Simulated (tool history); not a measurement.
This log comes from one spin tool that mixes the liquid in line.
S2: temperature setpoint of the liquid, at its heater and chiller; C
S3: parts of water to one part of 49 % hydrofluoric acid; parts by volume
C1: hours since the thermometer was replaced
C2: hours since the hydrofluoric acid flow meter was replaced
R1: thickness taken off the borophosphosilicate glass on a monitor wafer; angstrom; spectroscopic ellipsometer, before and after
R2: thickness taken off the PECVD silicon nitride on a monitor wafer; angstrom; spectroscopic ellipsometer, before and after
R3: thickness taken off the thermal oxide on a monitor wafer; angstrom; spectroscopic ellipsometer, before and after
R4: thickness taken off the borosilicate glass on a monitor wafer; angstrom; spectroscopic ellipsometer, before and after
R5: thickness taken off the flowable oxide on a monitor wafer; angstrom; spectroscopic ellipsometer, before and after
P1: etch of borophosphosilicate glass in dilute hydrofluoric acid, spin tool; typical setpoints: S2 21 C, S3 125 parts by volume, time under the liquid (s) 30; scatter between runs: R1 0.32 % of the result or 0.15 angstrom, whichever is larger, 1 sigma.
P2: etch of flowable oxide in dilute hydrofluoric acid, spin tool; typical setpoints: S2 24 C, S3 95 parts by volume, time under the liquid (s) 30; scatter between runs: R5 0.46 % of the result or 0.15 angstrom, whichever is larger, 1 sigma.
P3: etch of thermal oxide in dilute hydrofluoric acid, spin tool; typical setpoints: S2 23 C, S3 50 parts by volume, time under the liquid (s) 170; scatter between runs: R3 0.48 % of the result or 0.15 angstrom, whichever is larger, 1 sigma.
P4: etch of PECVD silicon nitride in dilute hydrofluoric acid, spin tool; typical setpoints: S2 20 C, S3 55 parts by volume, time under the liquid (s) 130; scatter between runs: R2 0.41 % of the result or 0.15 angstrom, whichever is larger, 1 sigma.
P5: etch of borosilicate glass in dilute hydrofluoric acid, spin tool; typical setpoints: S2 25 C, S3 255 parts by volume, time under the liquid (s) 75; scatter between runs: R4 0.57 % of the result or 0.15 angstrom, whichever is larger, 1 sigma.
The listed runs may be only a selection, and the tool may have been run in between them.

Run 1, hour 2.6: process that ran P1, S2 21 C, S3 125 parts by volume, time under the liquid (s) 30; C1 1061.3; C2 332.1. Result: R1 147.31 angstrom.
Run 2, hour 7.5: process that ran P1, S2 21 C, S3 65 parts by volume, time under the liquid (s) 30; C1 1066.2; C2 337. Result: R1 302.35 angstrom.
Run 3, hour 12: process that ran P4, S2 27.5 C, S3 55 parts by volume, time under the liquid (s) 130; C1 1070.7; C2 341.5. Result: R2 139.86 angstrom.
Run 4, hour 15.8: process that ran P3, S2 23 C, S3 20 parts by volume, time under the liquid (s) 170; C1 1074.5; C2 345.3. Result: R3 428.66 angstrom.
Run 5, hour 20.4: process that ran P1, S2 26.5 C, S3 125 parts by volume, time under the liquid (s) 30; C1 1079.1; C2 349.9. Result: R1 182.27 angstrom.
Run 6, hour 23.4: process that ran P3, S2 17 C, S3 50 parts by volume, time under the liquid (s) 170; C1 1082.1; C2 352.9. Result: R3 126.97 angstrom.
Run 7, hour 25.9: process that ran P3, S2 23 C, S3 50 parts by volume, time under the liquid (s) 20; C1 1084.6; C2 355.4. Result: R3 19.242 angstrom.
Run 8, hour 28.4: process that ran P1, S2 21 C, S3 185 parts by volume, time under the liquid (s) 30; C1 1087.1; C2 357.9. Result: R1 93.234 angstrom.
Run 9, hour 32.6: process that ran P5, S2 25 C, S3 255 parts by volume, time under the liquid (s) 145; C1 1091.3; C2 362.1. Result: R4 138.91 angstrom.
Run 10, hour 37.9: process that ran P3, S2 23 C, S3 50 parts by volume, time under the liquid (s) 170; C1 1096.6; C2 367.4. Result: R3 164.02 angstrom.
Run 11, hour 42.9: process that ran P5, S2 20 C, S3 255 parts by volume, time under the liquid (s) 75; C1 1101.6; C2 372.4. Result: R4 59.933 angstrom.
Run 12, hour 46.8: process that ran P3, S2 23 C, S3 50 parts by volume, time under the liquid (s) 170; C1 1105.5; C2 376.3. Result: R3 163.67 angstrom.
Run 13, hour 49.7: process that ran P5, S2 25 C, S3 115 parts by volume, time under the liquid (s) 75; C1 1108.4; C2 379.2. Result: R4 184.9 angstrom.
Run 14, hour 52.3: process that ran P1, S2 21 C, S3 125 parts by volume, time under the liquid (s) 50; C1 1111; C2 381.8. Result: R1 246.16 angstrom.
Run 15, hour 57.6: process that ran P1, S2 21 C, S3 125 parts by volume, time under the liquid (s) 30; C1 1116.3; C2 387.1. Result: R1 147.31 angstrom.
Run 16, hour 60.8: process that ran P1, S2 21 C, S3 125 parts by volume, time under the liquid (s) 30; C1 1119.5; C2 390.3. Result: R1 146.85 angstrom.
Run 17, hour 65.6: process that ran P1, S2 17.5 C, S3 125 parts by volume, time under the liquid (s) 50; C1 1124.3; C2 395.1. Result: R1 212.08 angstrom.
Run 18, hour 68.8: process that ran P1, S2 21 C, S3 180 parts by volume, time under the liquid (s) 50; C1 1127.5; C2 398.3. Result: R1 161.17 angstrom.
At hour 70.1: hydrofluoric acid flow meter replaced.
Run 19, hour 73.4: process that ran P4, S2 20 C, S3 55 parts by volume, time under the liquid (s) 240; C1 1132.1; C2 3.4. Result: R2 155.49 angstrom.
Run 20, hour 77.4: process that ran P1, S2 21 C, S3 125 parts by volume, time under the liquid (s) 30; C1 1136.1; C2 7.4. Result: R1 146.55 angstrom.
Run 21, hour 80.4: process that ran P4, S2 20 C, S3 105 parts by volume, time under the liquid (s) 130; C1 1139.1; C2 10.4. Result: R2 44.209 angstrom.
Run 22, hour 84: process that ran P1, S2 21 C, S3 125 parts by volume, time under the liquid (s) 30; C1 1142.7; C2 14. Result: R1 147.68 angstrom.
Run 23, hour 88.1: process that ran P5, S2 25 C, S3 255 parts by volume, time under the liquid (s) 75; C1 1146.8; C2 18.1. Result: R4 71.918 angstrom.
Run 24, hour 92: process that ran P4, S2 20 C, S3 55 parts by volume, time under the liquid (s) 130; C1 1150.7; C2 22. Result: R2 83.591 angstrom.
Run 25, hour 96: process that ran P2, S2 17 C, S3 95 parts by volume, time under the liquid (s) 30; C1 1154.7; C2 26. Result: R5 92.248 angstrom.
Run 26, hour 100.2: process that ran P1, S2 17 C, S3 125 parts by volume, time under the liquid (s) 30; C1 1158.9; C2 30.2. Result: R1 125.06 angstrom.
Run 27, hour 103.3: process that ran P1, S2 17.5 C, S3 125 parts by volume, time under the liquid (s) 55; C1 1162; C2 33.3. Result: R1 233.78 angstrom.
Run 28, hour 106.9: process that ran P2, S2 24 C, S3 95 parts by volume, time under the liquid (s) 30; C1 1165.6; C2 36.9. Result: R5 124.17 angstrom.
Run 29, hour 109.7: process that ran P2, S2 24 C, S3 95 parts by volume, time under the liquid (s) 50; C1 1168.4; C2 39.7. Result: R5 204.08 angstrom.
Run 30, hour 115.1: process that ran P1, S2 21 C, S3 125 parts by volume, time under the liquid (s) 15; C1 1173.8; C2 45.1. Result: R1 73.461 angstrom.
Run 31, hour 118.8: process that ran P2, S2 24 C, S3 150 parts by volume, time under the liquid (s) 30; C1 1177.5; C2 48.8. Result: R5 73.053 angstrom.
Run 32, hour 121.2: process that ran P1, S2 21 C, S3 125 parts by volume, time under the liquid (s) 30; C1 1179.9; C2 51.2. Result: R1 147.2 angstrom.
Run 33, hour 125.8: process that ran P1, S2 21 C, S3 125 parts by volume, time under the liquid (s) 30; C1 1184.5; C2 55.8. Result: R1 142.01 angstrom.
Run 34, hour 131.1: process that ran P1, S2 21 C, S3 125 parts by volume, time under the liquid (s) 30; C1 1189.8; C2 61.1. Result: R1 139.14 angstrom.
Run 35, hour 133.9: process that ran P1, S2 21 C, S3 125 parts by volume, time under the liquid (s) 30; C1 1192.6; C2 63.9. Result: R1 138.29 angstrom.
Run 36, hour 138.8: process that ran P1, S2 21 C, S3 125 parts by volume, time under the liquid (s) 30; C1 1197.5; C2 68.8. Result: R1 137.05 angstrom.
Run 37, hour 142.4: process that ran P1, S2 21 C, S3 125 parts by volume, time under the liquid (s) 30; C1 1201.1; C2 72.4. Result: R1 135.91 angstrom.
Run 38, hour 146.4: process that ran P1, S2 21 C, S3 125 parts by volume, time under the liquid (s) 30; C1 1205.1; C2 76.4. Result: R1 135.85 angstrom.
Run 39, hour 151: process that ran P1, S2 21 C, S3 125 parts by volume, time under the liquid (s) 30; C1 1209.7; C2 81. Result: R1 135.55 angstrom.
Run 40, hour 155.8: process that ran P1, S2 21 C, S3 125 parts by volume, time under the liquid (s) 30; C1 1214.5; C2 85.8. Result: R1 135.59 angstrom.
Run 41, hour 160.8: process that ran P1, S2 21 C, S3 125 parts by volume, time under the liquid (s) 30; C1 1219.5; C2 90.8. Result: R1 135.3 angstrom.

P1 has crept away from where it was. The log is fitted equally well by each of these 2 causes, at the sizes shown:
A: hydrofluoric acid flow below the setpoint (%) = 7.12
B: liquid colder than its thermometer reads (K) = 2.09
The gradual shift began around hour 121.2.

Consider the 4 single-wafer check runs listed below, results given as question marks: which one distinguishes between the causes by giving clearly different results for each?
Run check 1, hour 165.8: process that ran P3, S2 17.5 C, S3 50 parts by volume, time under the liquid (s) 20. Result: R3 ?.
Run check 2, hour 165.8: process that ran P4, S2 20 C, S3 55 parts by volume, time under the liquid (s) 240. Result: R2 ?.
Run check 3, hour 165.8: process that ran P2, S2 17 C, S3 95 parts by volume, time under the liquid (s) 45. Result: R5 ?.
Run check 4, hour 165.8: process that ran P5, S2 25 C, S3 140 parts by volume, time under the liquid (s) 75. Result: R4 ?.

How each check would come out, cause by cause:
  check  result    if A    if B
check 1      R3  14.143  13.958
check 2      R2  144.36  134.06
check 3      R5  127.91  126.91
check 4      R4  136.88   137.7
Smallest distance between any two causes, each pair judged by its most separating result, in per cent: check 1 1.32 %; check 2 7.41 %; check 3 0.78 %; check 4 0.6 %
Check 2 tells the causes apart: in the others they would give nearly the same result.

The results of check 2 are: R2 133.92 angstrom. Based on these, which of the listed causes is it?

Of the candidate causes, it is B: liquid colder than its thermometer reads (K).
